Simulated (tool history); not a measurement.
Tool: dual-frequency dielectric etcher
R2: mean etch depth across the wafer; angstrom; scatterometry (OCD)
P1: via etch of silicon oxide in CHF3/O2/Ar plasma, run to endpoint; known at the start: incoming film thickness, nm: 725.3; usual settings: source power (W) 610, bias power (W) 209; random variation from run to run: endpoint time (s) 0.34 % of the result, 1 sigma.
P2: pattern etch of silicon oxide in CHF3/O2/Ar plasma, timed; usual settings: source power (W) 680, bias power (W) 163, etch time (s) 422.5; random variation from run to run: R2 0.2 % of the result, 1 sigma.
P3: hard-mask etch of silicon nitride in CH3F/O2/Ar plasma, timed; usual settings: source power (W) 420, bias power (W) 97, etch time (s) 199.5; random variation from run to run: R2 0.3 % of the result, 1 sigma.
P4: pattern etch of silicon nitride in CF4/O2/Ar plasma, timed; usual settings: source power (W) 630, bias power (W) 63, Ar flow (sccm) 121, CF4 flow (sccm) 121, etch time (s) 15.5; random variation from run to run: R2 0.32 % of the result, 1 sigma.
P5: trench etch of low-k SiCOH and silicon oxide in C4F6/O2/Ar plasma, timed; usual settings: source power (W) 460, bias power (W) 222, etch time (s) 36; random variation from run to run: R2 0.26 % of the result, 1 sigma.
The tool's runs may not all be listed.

Run 1, hour 10: process that ran P1, source power (W) 610, bias power (W) 209. Result: endpoint time (s) 350.05.
Run 2, hour 22.5: process that ran P4, source power (W) 630, bias power (W) 63, Ar flow (sccm) 121, CF4 flow (sccm) 151, etch time (s) 15.5. Result: R2 408.92 angstrom.
Run 3, hour 34.3: process that ran P3, source power (W) 420, bias power (W) 97, etch time (s) 199.5. Result: R2 1652 angstrom.
Run 4, hour 41.7: process that ran P1, source power (W) 610, bias power (W) 209. Result: endpoint time (s) 350.5.
Run 5, hour 54.3: process that ran P3, source power (W) 420, bias power (W) 97, etch time (s) 199.5. Result: R2 1647 angstrom.
Run 6, hour 65.4: process that ran P3, source power (W) 420, bias power (W) 135, etch time (s) 199.5. Result: R2 1869.9 angstrom.
Run 7, hour 71.5: process that ran P3, source power (W) 540, bias power (W) 97, etch time (s) 199.5. Result: R2 1807.2 angstrom.
Run 8, hour 77.3: process that ran P1, source power (W) 390, bias power (W) 244. Result: endpoint time (s) 389.94.
Run 9, hour 85.5: process that ran P1, source power (W) 610, bias power (W) 209. Result: endpoint time (s) 351.53.
Run 10, hour 94.9: process that ran P1, source power (W) 610, bias power (W) 209. Result: endpoint time (s) 347.42.
Run 11, hour 105.4: process that ran P5, source power (W) 630, bias power (W) 222, etch time (s) 36. Result: R2 1421.8 angstrom.
Run 12, hour 114.1: process that ran P2, source power (W) 680, bias power (W) 199, etch time (s) 422.5. Result: R2 9283.1 angstrom.
Run 13, hour 120.9: process that ran P1, source power (W) 380, bias power (W) 209. Result: endpoint time (s) 416.33.
Run 14, hour 126.9: process that ran P1, source power (W) 800, bias power (W) 209. Result: endpoint time (s) 315.51.
Run 15, hour 133.6: process that ran P5, source power (W) 460, bias power (W) 284, etch time (s) 36. Result: R2 1372.6 angstrom.
Run 16, hour 145.1: process that ran P4, source power (W) 630, bias power (W) 63, Ar flow (sccm) 121, CF4 flow (sccm) 121, etch time (s) 15.5. Result: R2 399.21 angstrom.
Run 17, hour 152.8: process that ran P1, source power (W) 610, bias power (W) 209. Result: endpoint time (s) 349.42.
Run 18, hour 165.3: process that ran P4, source power (W) 470, bias power (W) 63, Ar flow (sccm) 121, CF4 flow (sccm) 121, etch time (s) 15.5. Result: R2 308.12 angstrom.
Run 19, hour 172.7: process that ran P1, source power (W) 610, bias power (W) 256. Result: endpoint time (s) 324.92.
Run 20, hour 183.2: process that ran P1, source power (W) 610, bias power (W) 125. Result: endpoint time (s) 413.19.
Run 21, hour 194.5: process that ran P3, source power (W) 420, bias power (W) 97, etch time (s) 138.5. Result: R2 1140.9 angstrom.
Run 22, hour 206.1: process that ran P1, source power (W) 840, bias power (W) 163. Result: endpoint time (s) 336.31.
Run 23, hour 213.6: process that ran P5, source power (W) 460, bias power (W) 222, etch time (s) 20. Result: R2 700.68 angstrom.
Run 24, hour 225.9: process that ran P4, source power (W) 630, bias power (W) 63, Ar flow (sccm) 87, CF4 flow (sccm) 121, etch time (s) 15.5. Result: R2 411.95 angstrom.
Run 25, hour 235: process that ran P5, source power (W) 460, bias power (W) 222, etch time (s) 36. Result: R2 1264.4 angstrom.
Run 26, hour 243.1: process that ran P1, source power (W) 610, bias power (W) 209. Result: endpoint time (s) 349.8.
Run 27, hour 253.7: process that ran P1, source power (W) 610, bias power (W) 209. Result: endpoint time (s) 350.38.
Run 28, hour 263.3: process that ran P4, source power (W) 630, bias power (W) 46, Ar flow (sccm) 121, CF4 flow (sccm) 121, etch time (s) 15.5. Result: R2 352.65 angstrom.
At hour 273.5: wet clean of the chamber.
Run 29, hour 274.3: process that ran P4, source power (W) 630, bias power (W) 63, Ar flow (sccm) 121, CF4 flow (sccm) 121, etch time (s) 15.5. Result: R2 397.61 angstrom.
Run 30, hour 284.2: process that ran P2, source power (W) 680, bias power (W) 163, etch time (s) 422.5. Result: R2 8664 angstrom.
Run 31, hour 291: process that ran P5, source power (W) 460, bias power (W) 222, etch time (s) 36. Result: R2 1256.3 angstrom.
Run 32, hour 297.8: process that ran P2, source power (W) 680, bias power (W) 163, etch time (s) 301. Result: R2 6180.7 angstrom.
Run 33, hour 303.8: process that ran P4, source power (W) 630, bias power (W) 63, Ar flow (sccm) 121, CF4 flow (sccm) 121, etch time (s) 8.5. Result: R2 218.25 angstrom.
Run 34, hour 314.3: process that ran P2, source power (W) 550, bias power (W) 163, etch time (s) 422.5. Result: R2 7961.3 angstrom.
Run 35, hour 320.2: process that ran P1, source power (W) 610, bias power (W) 209. Result: endpoint time (s) 349.08.
Run 36, hour 330.2: process that ran P1, source power (W) 610, bias power (W) 209. Result: endpoint time (s) 352.67.
Run 37, hour 340.9: process that ran P1, source power (W) 610, bias power (W) 209. Result: endpoint time (s) 351.26.
Run 38, hour 350.7: process that ran P1, source power (W) 610, bias power (W) 209. Result: endpoint time (s) 356.74.
Run 39, hour 357.8: process that ran P1, source power (W) 610, bias power (W) 209. Result: endpoint time (s) 353.45.
At hour 367.3: wet clean of the chamber.
Run 40, hour 368.8: process that ran P1, source power (W) 610, bias power (W) 209. Result: endpoint time (s) 356.37.
Run 41, hour 374.6: process that ran P1, source power (W) 610, bias power (W) 209. Result: endpoint time (s) 352.64.
Run 42, hour 387: process that ran P1, source power (W) 610, bias power (W) 209. Result: endpoint time (s) 354.58.
Run 43, hour 399.2: process that ran P1, source power (W) 610, bias power (W) 209. Result: endpoint time (s) 353.41.
Run 44, hour 410.8: process that ran P1, source power (W) 610, bias power (W) 209. Result: endpoint time (s) 357.53.

What P1 gives has crept away from where it was. These 2 causes fit the log equally well, each at the size given:
A: source power that arrives under what is set, % = 4.42
B: bias power that arrives under what is set, % = 4.86
The creep began at about hour 320.2.
Why every other cause is out:
chamber walls in a state that lowers the etch rate, %: serviced at hour 367.3, which brought nothing back

4 check runs are offered, each on 2 wafers whose results are averaged, their results left as question marks. Which one tells the causes apart?
Run check 1, hour 422.4: process that ran P3, source power (W) 420, bias power (W) 97, etch time (s) 199.5. Result: R2 ?.
Run check 2, hour 422.4: process that ran P5, source power (W) 460, bias power (W) 222, etch time (s) 36. Result: R2 ?.
Run check 3, hour 422.4: process that ran P2, source power (W) 680, bias power (W) 163, etch time (s) 422.5. Result: R2 ?.
Run check 4, hour 422.4: process that ran P4, source power (W) 630, bias power (W) 63, Ar flow (sccm) 121, CF4 flow (sccm) 121, etch time (s) 15.5. Result: R2 ?.

What each check would give under each cause:
  check  result    if A    if B
check 1      R2    1622  1620.1
check 2      R2  1240.8  1242.3
check 3      R2  8518.6  8529.3
check 4      R2  381.78  389.54
How far apart the two closest causes lie, in the result that separates them most: check 1 0.12 %; check 2 0.12 %; check 3 0.13 %; check 4 2.01 %
Check 4 tells the causes apart: in the others they would give nearly the same result.

Check 4 was then run and gave: R2 380.57 angstrom. Which cause is it?

It is A: source power that arrives under what is set, %.
